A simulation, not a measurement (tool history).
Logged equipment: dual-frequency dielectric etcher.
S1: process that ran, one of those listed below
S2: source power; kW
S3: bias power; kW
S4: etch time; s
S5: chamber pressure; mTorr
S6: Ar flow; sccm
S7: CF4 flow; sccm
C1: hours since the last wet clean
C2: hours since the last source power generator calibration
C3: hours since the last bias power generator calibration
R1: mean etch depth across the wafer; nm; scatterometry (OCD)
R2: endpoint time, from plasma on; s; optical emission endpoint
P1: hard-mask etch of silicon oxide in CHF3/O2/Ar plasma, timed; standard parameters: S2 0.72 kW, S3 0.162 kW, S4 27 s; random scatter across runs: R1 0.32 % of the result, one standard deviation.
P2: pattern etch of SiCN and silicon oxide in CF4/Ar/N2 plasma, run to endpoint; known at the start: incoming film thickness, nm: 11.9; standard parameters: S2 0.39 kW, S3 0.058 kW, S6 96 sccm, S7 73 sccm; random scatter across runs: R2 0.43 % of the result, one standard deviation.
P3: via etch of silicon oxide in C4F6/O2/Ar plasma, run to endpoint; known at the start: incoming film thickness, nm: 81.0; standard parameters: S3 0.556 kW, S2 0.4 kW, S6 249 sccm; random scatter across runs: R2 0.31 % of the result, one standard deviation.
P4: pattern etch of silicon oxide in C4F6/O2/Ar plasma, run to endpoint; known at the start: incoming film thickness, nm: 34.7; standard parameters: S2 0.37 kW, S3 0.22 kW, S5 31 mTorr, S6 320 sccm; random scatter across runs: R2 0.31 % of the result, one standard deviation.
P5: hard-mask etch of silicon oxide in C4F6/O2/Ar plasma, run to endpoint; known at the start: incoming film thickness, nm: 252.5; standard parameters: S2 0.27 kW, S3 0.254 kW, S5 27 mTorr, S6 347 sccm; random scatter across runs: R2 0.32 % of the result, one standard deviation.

run   hour  S1    S2     S3    S4    S5   S6   S7     C1      C2      C3      R1      R2
  1    6.1  P1  0.72  0.162    27                  243.2   817.5  2492.5  54.516
  2   12.2  P5  0.27  0.254          27  347       249.3   823.6  2498.6           83.56
  3   18.7  P4  0.37  0.278          31  320       255.8   830.1  2505.1          9.8012
  4   24.5  P1  0.72  0.162    36                  261.6   835.9  2510.9  72.844
  5   28.7  P1  0.72  0.162    27                  265.8   840.1  2515.1  54.448
  6     36  P1  0.72  0.162    27                  273.1   847.4  2522.4  54.371
  7   41.6  P4  0.23   0.22          31  320       278.7     853    2528          12.772
  8   48.1  P1  0.94  0.162    27                  285.2   859.5  2534.5  60.289
  9   54.5  P1  0.72  0.162    27                  291.6   865.9  2540.9  54.709
 10   59.6  P3  0.55  0.556              249       296.7     871    2546          15.017
 11   65.8  P5  0.34  0.254          27  347       302.9   877.2  2552.2          76.981
 12   71.3  P5  0.27  0.254          33  347       308.4   882.7  2557.7          85.927
 13   77.5  P4  0.37   0.22        40.5  320       314.6   888.9  2563.9          11.017
 14   81.8  P1  0.45  0.162    27                  318.9   893.2  2568.2   45.43
 15   88.2  P1  0.72  0.162  19.5                  325.3   899.6  2574.6  39.191
 16   95.5  P3   0.4  0.556              249       332.6   906.9  2581.9          16.814
 17   98.7  P1   0.9  0.162    39                  335.8   910.1  2585.1  85.832
 18    105  P2  0.53  0.058               96   73  342.1   916.4  2591.4          12.224
 19  110.1  P5  0.27  0.254          27  226       347.2   921.5  2596.5          79.967
 20  114.3  P2  0.39  0.058               96   73  351.4   925.7  2600.7           16.02
 21  119.9  P1  0.72  0.127    19                    357   931.3  2606.3  35.576
 22  126.1  P1  0.72  0.217    27                  363.2   937.5  2612.5  60.291
 23    132  P1  0.72  0.162    27                  369.1   943.4  2618.4  54.626
 24  138.9  P2  0.39  0.043               96   73    376   950.3  2625.3          17.705
 25  145.9  P4  0.37   0.22          31  320         383   957.3  2632.3          10.678
 26  150.8  P1  0.72  0.107    27                  387.9   962.2  2637.2  48.007
 27  155.2  P3   0.4  0.779              249       392.3   966.6  2641.6          14.793
 28  160.9  P1  0.72  0.162    27                    398   972.3  2647.3  54.774
 29  164.3  P2  0.39  0.058               96  101  401.4   975.7  2650.7           15.34
 30  170.8  P2  0.39  0.058              132   73  407.9   982.2  2657.2          16.903
 31  174.5  P3   0.4  0.556              249       411.6   985.9  2660.9          16.825
 32    179  P1  0.87  0.123    27                  416.1   990.4  2665.4  53.976
 33  183.1  P5  0.27  0.177          27  347       420.2   994.5  2669.5          94.746
 34  189.4  P4  0.37   0.22          31  403       426.5  1000.8  2675.8          10.871
 35  194.5  P4  0.37   0.22          31  320       431.6  1005.9  2680.9          10.568
 36  201.7  P3   0.4  0.556              301       438.8  1013.1  2688.1           17.12
 37  206.3  P1  0.72  0.162    27                  443.4  1017.7  2692.7  54.306
 38  212.3  P1  0.72  0.162    27                  449.4  1023.7  2698.7  55.059
 39  219.8  P1  0.72  0.162    27                  456.9  1031.2  2706.2  55.019
 40  224.5  P1  0.72  0.162    27                  461.6  1035.9  2710.9  55.154
 41  231.8  P1  0.72  0.162    27                  468.9  1043.2  2718.2  55.171
     231.9  -- wet clean of the chamber
 42  239.3  P1  0.72  0.162    27                    7.4  1050.7  2725.7  55.591
 43  243.1  P1  0.72  0.162    27                   11.2  1054.5  2729.5  55.316
 44  248.3  P1  0.72  0.162    27                   16.4  1059.7  2734.7   55.38
 45  253.5  P1  0.72  0.162    27                   21.6  1064.9  2739.9  55.378
 46  260.9  P1  0.72  0.162    27                     29  1072.3  2747.3  55.433

What P1 gives has crept away from where it was. These 2 causes fit the log equally well, each at the size given:
A: source power that arrives over what is set, % = 4.18
B: bias power that arrives over what is set, % = 4.97
At approximately hour 206.3, the process output began to creep.
What rules out each remaining cause:
chamber walls in a state that raises the etch rate, %: was serviced at hour 231.9, once the creep was under way, yet the earlier output never came back

You are offered 4 check runs, listed below with question marks in place of their results; each one averages 3 wafers. Which run separates the listed causes by giving clearly different results for each?
check 1  268.3  P5  0.31  0.254      27  347                       ?
check 2  268.3  P2  0.53  0.058           96  73                   ?
check 3  268.3  P3   0.4  0.742          286                       ?
check 4  268.3  P4  0.23   0.22      31  390                       ?

If the cause were each of the candidates in turn, the checks would give the following:
  check  result    if A    if B
check 1      R2   78.42  78.326
check 2      R2  11.792  12.045
check 3      R2  15.039  14.975
check 4      R2  12.829  12.815
Distance between the nearest two causes, measured in the result of the check that separates them most: check 1 0.12 %; check 2 2.12 %; check 3 0.43 %; check 4 0.1 %
Only in check 2 would the causes give clearly different results; in the remaining checks their results would be nearly the same.

Check 2 was then run and gave: R2 12.025 s. Which cause is it?

The correct cause is B, namely: bias power that arrives over what is set, %.
